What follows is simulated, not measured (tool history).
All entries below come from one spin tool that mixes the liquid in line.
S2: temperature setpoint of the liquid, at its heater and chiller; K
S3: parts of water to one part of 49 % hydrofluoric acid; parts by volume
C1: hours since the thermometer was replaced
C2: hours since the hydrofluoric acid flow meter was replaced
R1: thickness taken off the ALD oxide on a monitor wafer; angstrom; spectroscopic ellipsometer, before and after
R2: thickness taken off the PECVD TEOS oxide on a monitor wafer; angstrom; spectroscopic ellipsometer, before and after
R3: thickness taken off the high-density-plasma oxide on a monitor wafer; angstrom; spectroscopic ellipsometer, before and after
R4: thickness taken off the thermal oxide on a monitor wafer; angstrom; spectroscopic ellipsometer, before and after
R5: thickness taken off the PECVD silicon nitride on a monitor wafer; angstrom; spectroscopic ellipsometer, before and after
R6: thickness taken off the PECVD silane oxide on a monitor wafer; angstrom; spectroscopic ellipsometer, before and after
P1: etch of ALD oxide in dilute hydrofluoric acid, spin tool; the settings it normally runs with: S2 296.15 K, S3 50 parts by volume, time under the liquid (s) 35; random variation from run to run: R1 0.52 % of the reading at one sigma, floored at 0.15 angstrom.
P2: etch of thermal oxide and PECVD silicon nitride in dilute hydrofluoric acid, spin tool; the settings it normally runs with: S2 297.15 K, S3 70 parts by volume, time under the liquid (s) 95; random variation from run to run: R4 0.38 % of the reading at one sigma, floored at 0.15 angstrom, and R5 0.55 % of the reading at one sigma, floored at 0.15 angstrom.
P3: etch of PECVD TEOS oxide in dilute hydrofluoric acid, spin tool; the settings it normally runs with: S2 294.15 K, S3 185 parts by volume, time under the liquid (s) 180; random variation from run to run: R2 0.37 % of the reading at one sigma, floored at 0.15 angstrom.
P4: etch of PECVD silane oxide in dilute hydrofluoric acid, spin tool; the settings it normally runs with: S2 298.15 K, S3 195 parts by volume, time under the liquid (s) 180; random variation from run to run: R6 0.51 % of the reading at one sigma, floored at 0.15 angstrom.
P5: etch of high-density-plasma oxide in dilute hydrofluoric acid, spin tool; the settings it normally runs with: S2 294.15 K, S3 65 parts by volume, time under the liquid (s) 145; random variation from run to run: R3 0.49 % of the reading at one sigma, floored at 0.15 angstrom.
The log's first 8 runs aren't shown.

{"run": 9, "day": 4.638, "process that ran": "P1", "S2": 296.15, "S3": 50, "time under the liquid (s)": 35, "C1": 1233.7, "C2": 202.5, "R1": 115.33}
{"run": 10, "day": 4.996, "process that ran": "P1", "S2": 296.15, "S3": 30, "time under the liquid (s)": 55, "C1": 1242.3, "C2": 211.1, "R1": 313.76}
{"run": 11, "day": 5.575, "process that ran": "P5", "S2": 302.15, "S3": 65, "time under the liquid (s)": 145, "C1": 1256.2, "C2": 225.0, "R3": 216.85}
{"run": 12, "day": 6.088, "process that ran": "P2", "S2": 297.15, "S3": 25, "time under the liquid (s)": 95, "C1": 1268.5, "C2": 237.3, "R4": 206.36, "R5": 114.45}
{"run": 13, "day": 6.554, "process that ran": "P1", "S2": 296.15, "S3": 50, "time under the liquid (s)": 35, "C1": 1279.7, "C2": 248.5, "R1": 116.11}
{"run": 14, "day": 7.217, "process that ran": "P1", "S2": 296.15, "S3": 50, "time under the liquid (s)": 65, "C1": 1295.6, "C2": 264.4, "R1": 214.95}
{"run": 15, "day": 7.562, "process that ran": "P1", "S2": 290.15, "S3": 20, "time under the liquid (s)": 35, "C1": 1303.9, "C2": 272.7, "R1": 234.03}
{"day": 7.729, "done": "thermometer replaced"}
{"run": 16, "day": 8.238, "process that ran": "P4", "S2": 298.15, "S3": 40, "time under the liquid (s)": 180, "C1": 12.2, "C2": 288.9, "R6": 1865.8}
{"run": 17, "day": 8.896, "process that ran": "P3", "S2": 294.15, "S3": 185, "time under the liquid (s)": 335, "C1": 28.0, "C2": 304.7, "R2": 409.28}
{"run": 18, "day": 9.308, "process that ran": "P2", "S2": 297.15, "S3": 70, "time under the liquid (s)": 95, "C1": 37.9, "C2": 314.6, "R4": 68.37, "R5": 41.328}
{"run": 19, "day": 9.808, "process that ran": "P1", "S2": 290.65, "S3": 50, "time under the liquid (s)": 35, "C1": 49.9, "C2": 326.6, "R1": 92.497}
{"run": 20, "day": 10.112, "process that ran": "P3", "S2": 294.15, "S3": 185, "time under the liquid (s)": 180, "C1": 57.2, "C2": 333.9, "R2": 220.46}
{"run": 21, "day": 10.779, "process that ran": "P4", "S2": 293.15, "S3": 195, "time under the liquid (s)": 180, "C1": 73.2, "C2": 349.9, "R6": 262.66}
{"run": 22, "day": 11.15, "process that ran": "P1", "S2": 296.15, "S3": 25, "time under the liquid (s)": 35, "C1": 82.1, "C2": 358.8, "R1": 239.32}
{"run": 23, "day": 11.446, "process that ran": "P4", "S2": 298.15, "S3": 195, "time under the liquid (s)": 180, "C1": 89.2, "C2": 365.9, "R6": 315.63}
{"run": 24, "day": 11.817, "process that ran": "P3", "S2": 290.15, "S3": 185, "time under the liquid (s)": 180, "C1": 98.1, "C2": 374.8, "R2": 188.74}
{"run": 25, "day": 12.204, "process that ran": "P5", "S2": 294.15, "S3": 65, "time under the liquid (s)": 270, "C1": 107.4, "C2": 384.1, "R3": 294.61}
{"run": 26, "day": 12.679, "process that ran": "P4", "S2": 298.15, "S3": 195, "time under the liquid (s)": 15, "C1": 118.8, "C2": 395.5, "R6": 26.034}
{"run": 27, "day": 13.367, "process that ran": "P1", "S2": 296.15, "S3": 50, "time under the liquid (s)": 35, "C1": 135.3, "C2": 412.0, "R1": 115.92}
{"run": 28, "day": 13.754, "process that ran": "P1", "S2": 296.15, "S3": 50, "time under the liquid (s)": 35, "C1": 144.6, "C2": 421.3, "R1": 115.27}

What will run 29 give?
{"run": 29, "day": 14.196, "process that ran": "P5", "S2": 294.15, "S3": 65, "time under the liquid (s)": 145, "C1": 155.2, "C2": 431.9, "R3": "?"}

Run 29 gave R3 156.62 angstrom.
